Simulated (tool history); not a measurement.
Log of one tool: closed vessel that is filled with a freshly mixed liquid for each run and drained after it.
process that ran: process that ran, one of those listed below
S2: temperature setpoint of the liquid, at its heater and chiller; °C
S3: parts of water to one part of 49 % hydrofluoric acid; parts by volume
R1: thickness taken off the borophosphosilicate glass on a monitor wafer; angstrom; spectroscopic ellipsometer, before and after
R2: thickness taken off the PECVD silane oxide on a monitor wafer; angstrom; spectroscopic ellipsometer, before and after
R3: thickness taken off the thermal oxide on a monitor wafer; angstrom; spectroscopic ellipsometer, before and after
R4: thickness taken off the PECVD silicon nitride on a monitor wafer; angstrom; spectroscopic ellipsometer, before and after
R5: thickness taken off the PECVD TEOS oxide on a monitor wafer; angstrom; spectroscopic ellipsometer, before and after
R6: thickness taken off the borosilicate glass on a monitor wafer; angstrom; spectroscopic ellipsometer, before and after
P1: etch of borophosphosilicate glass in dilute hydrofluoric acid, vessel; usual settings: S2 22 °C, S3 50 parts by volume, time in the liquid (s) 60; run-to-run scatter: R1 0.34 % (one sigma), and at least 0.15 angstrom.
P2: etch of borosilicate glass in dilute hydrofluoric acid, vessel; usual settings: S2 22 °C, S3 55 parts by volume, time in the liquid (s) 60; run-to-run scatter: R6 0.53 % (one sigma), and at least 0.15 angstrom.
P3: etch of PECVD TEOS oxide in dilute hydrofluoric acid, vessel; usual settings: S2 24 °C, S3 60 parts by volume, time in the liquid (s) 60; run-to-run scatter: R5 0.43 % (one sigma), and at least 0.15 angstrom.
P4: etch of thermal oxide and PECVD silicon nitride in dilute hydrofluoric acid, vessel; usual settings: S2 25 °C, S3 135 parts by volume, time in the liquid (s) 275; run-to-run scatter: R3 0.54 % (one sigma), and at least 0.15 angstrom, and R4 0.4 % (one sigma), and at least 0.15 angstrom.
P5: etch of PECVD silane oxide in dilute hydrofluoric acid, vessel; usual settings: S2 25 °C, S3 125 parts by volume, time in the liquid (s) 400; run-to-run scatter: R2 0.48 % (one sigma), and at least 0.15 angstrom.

run 1 day=0.258 | process_that_ran=P1 S2=22 S3=50 time_in_the_liquid_(s)=60 | R1=517.75
run 2 day=0.429 | process_that_ran=P5 S2=25 S3=75 time_in_the_liquid_(s)=400 | R2=925.82
run 3 day=0.692 | process_that_ran=P1 S2=22 S3=50 time_in_the_liquid_(s)=60 | R1=520.68
run 4 day=0.912 | process_that_ran=P4 S2=18 S3=135 time_in_the_liquid_(s)=275 | R3=69.993 R4=34.803
run 5 day=1.258 | process_that_ran=P1 S2=22 S3=50 time_in_the_liquid_(s)=60 | R1=516.48
run 6 day=1.596 | process_that_ran=P4 S2=25 S3=250 time_in_the_liquid_(s)=275 | R3=43.702 R4=29.758
run 7 day=1.796 | process_that_ran=P3 S2=24 S3=60 time_in_the_liquid_(s)=30 | R5=86.728
run 8 day=2.142 | process_that_ran=P3 S2=17 S3=60 time_in_the_liquid_(s)=60 | R5=128.97
run 9 day=2.375 | process_that_ran=P4 S2=25 S3=135 time_in_the_liquid_(s)=505 | R3=168.53 R4=101.39
run 10 day=2.725 | process_that_ran=P1 S2=29.5 S3=50 time_in_the_liquid_(s)=60 | R1=706.31
run 11 day=2.896 | process_that_ran=P5 S2=25 S3=125 time_in_the_liquid_(s)=400 | R2=515.72
run 12 day=3.108 | process_that_ran=P4 S2=25 S3=135 time_in_the_liquid_(s)=275 | R3=91.956 R4=54.816
run 13 day=3.3 | process_that_ran=P4 S2=25 S3=135 time_in_the_liquid_(s)=275 | R3=91.378 R4=54.573
run 14 day=3.642 | process_that_ran=P1 S2=22 S3=20 time_in_the_liquid_(s)=60 | R1=1348.9
run 15 day=3.854 | process_that_ran=P2 S2=22 S3=20 time_in_the_liquid_(s)=60 | R6=522.74
-- day=4.054 hydrofluoric acid flow meter replaced
run 16 day=4.229 | process_that_ran=P1 S2=22 S3=50 time_in_the_liquid_(s)=60 | R1=520.68
run 17 day=4.504 | process_that_ran=P2 S2=22 S3=55 time_in_the_liquid_(s)=30 | R6=90.469
run 18 day=4.704 | process_that_ran=P1 S2=22 S3=50 time_in_the_liquid_(s)=30 | R1=258.6
run 19 day=5.042 | process_that_ran=P1 S2=22 S3=50 time_in_the_liquid_(s)=120 | R1=1042.9
run 20 day=5.404 | process_that_ran=P5 S2=25 S3=125 time_in_the_liquid_(s)=400 | R2=519.48
run 21 day=5.608 | process_that_ran=P1 S2=22 S3=50 time_in_the_liquid_(s)=60 | R1=522.12
run 22 day=5.846 | process_that_ran=P3 S2=24 S3=85 time_in_the_liquid_(s)=60 | R5=118.58
run 23 day=6.046 | process_that_ran=P1 S2=22 S3=50 time_in_the_liquid_(s)=60 | R1=521.74
run 24 day=6.304 | process_that_ran=P5 S2=25 S3=125 time_in_the_liquid_(s)=90 | R2=116.95
run 25 day=6.504 | process_that_ran=P5 S2=31 S3=125 time_in_the_liquid_(s)=400 | R2=648.54
run 26 day=6.862 | process_that_ran=P1 S2=22 S3=85 time_in_the_liquid_(s)=60 | R1=293.02
run 27 day=7.121 | process_that_ran=P2 S2=22 S3=55 time_in_the_liquid_(s)=60 | R6=182.45
run 28 day=7.296 | process_that_ran=P1 S2=17 S3=50 time_in_the_liquid_(s)=60 | R1=420.87
run 29 day=7.504 | process_that_ran=P1 S2=22 S3=20 time_in_the_liquid_(s)=100 | R1=2251.3
run 30 day=7.733 | process_that_ran=P2 S2=18 S3=55 time_in_the_liquid_(s)=60 | R6=153.67
run 31 day=8 | process_that_ran=P3 S2=24 S3=60 time_in_the_liquid_(s)=60 | R5=173.3
run 32 day=8.346 | process_that_ran=P1 S2=22 S3=50 time_in_the_liquid_(s)=60 | R1=519.6
run 33 day=8.733 | process_that_ran=P1 S2=22 S3=50 time_in_the_liquid_(s)=60 | R1=500.14
run 34 day=9.067 | process_that_ran=P1 S2=22 S3=50 time_in_the_liquid_(s)=60 | R1=491.03
run 35 day=9.458 | process_that_ran=P1 S2=22 S3=50 time_in_the_liquid_(s)=60 | R1=490.39
run 36 day=9.775 | process_that_ran=P1 S2=22 S3=50 time_in_the_liquid_(s)=60 | R1=486.01
run 37 day=10.012 | process_that_ran=P1 S2=22 S3=50 time_in_the_liquid_(s)=60 | R1=485.8
run 38 day=10.375 | process_that_ran=P1 S2=22 S3=50 time_in_the_liquid_(s)=60 | R1=484.69
run 39 day=10.567 | process_that_ran=P1 S2=22 S3=50 time_in_the_liquid_(s)=60 | R1=481.85

What P1 gives has crept away from where it was. These 2 causes fit the log equally well, each at the size given:
A: hydrofluoric acid flow below the setpoint (%) = 6.53
B: liquid colder than its thermometer reads (K) = 1.71
The creep began at about day 8.346.

4 check runs are offered, one wafer each, their results left as question marks. Which one tells the causes apart?
run check 1 day=10.758 | process_that_ran=P4 S2=25 S3=135 time_in_the_liquid_(s)=275 | R3=? R4=?
run check 2 day=10.758 | process_that_ran=P5 S2=25 S3=125 time_in_the_liquid_(s)=400 | R2=?
run check 3 day=10.758 | process_that_ran=P3 S2=24 S3=60 time_in_the_liquid_(s)=60 | R5=?
run check 4 day=10.758 | process_that_ran=P2 S2=22 S3=55 time_in_the_liquid_(s)=60 | R6=?

What each check would give under each cause:
check=check_1 result=R3 if_A=85.125 if_B=86.216
check=check_1 result=R4 if_A=51.369 if_B=49.166
check=check_2 result=R2 if_A=479.03 if_B=484.61
check=check_3 result=R5 if_A=160.47 if_B=160.89
check=check_4 result=R6 if_A=169.48 if_B=169.57
How far apart the two closest causes lie, in the result that separates them most: check 1 4.38 %; check 2 1.16 %; check 3 0.27 %; check 4 0.06 %
Check 1 tells the causes apart: in the others they would give nearly the same result.

Check 1 was then run and gave: R3 85.632 angstrom; R4 51.596 angstrom. Which cause is it?

It is A: hydrofluoric acid flow below the setpoint (%).
